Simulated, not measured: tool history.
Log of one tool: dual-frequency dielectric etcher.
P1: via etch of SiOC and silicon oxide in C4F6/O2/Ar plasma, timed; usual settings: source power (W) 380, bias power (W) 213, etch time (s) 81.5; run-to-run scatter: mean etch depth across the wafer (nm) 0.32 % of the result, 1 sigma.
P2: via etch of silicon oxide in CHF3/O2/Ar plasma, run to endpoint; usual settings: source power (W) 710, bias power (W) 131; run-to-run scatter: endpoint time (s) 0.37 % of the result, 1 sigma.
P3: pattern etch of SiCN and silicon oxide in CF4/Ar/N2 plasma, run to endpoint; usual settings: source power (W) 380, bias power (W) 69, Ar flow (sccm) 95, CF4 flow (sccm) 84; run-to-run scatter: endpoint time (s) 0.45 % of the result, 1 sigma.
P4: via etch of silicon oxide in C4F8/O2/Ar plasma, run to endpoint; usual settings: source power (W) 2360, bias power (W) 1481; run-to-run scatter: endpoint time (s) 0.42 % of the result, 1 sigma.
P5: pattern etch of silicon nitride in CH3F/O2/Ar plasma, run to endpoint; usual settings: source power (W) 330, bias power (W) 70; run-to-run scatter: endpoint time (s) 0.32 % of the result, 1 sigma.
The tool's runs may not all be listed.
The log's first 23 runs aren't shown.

run,hour,process that ran,source power (W),bias power (W),etch time (s),Ar flow (sccm),CF4 flow (sccm),hours since the last wet clean,hours since the last source power generator calibration,hours since the last bias power generator calibration,mean etch depth across the wafer (nm),endpoint time (s)
24,210.9,P2,710,77,,,,661.5,476.4,784.9,,351.59
25,220,P1,380,276,81.5,,,670.6,485.5,794,100.83,
26,232.4,P4,1450,1481,,,,683,497.9,806.4,,498.43
27,241.7,P3,380,69,,95,53,692.3,507.2,815.7,,17.983
28,250.5,P1,380,213,81.5,,,701.1,516,824.5,92.352,
29,257.9,P1,380,159,52.5,,,708.5,523.4,831.9,54.611,
30,264.4,P1,520,213,81.5,,,715,529.9,838.4,104.65,
31,273.4,P1,380,213,81.5,,,724,538.9,847.4,92.497,
32,285,P4,2360,1481,,,,735.6,550.5,859,,407.13
33,295,P1,380,213,81.5,,,745.6,560.5,869,91.948,
34,306,P1,380,213,81.5,,,756.6,571.5,880,92.032,

Run 35 comes next. What will it give?
35,313.9,P1,380,213,81.5,,,764.5,579.4,887.9,?,

Run 35 gave mean etch depth across the wafer (nm) 92.033.
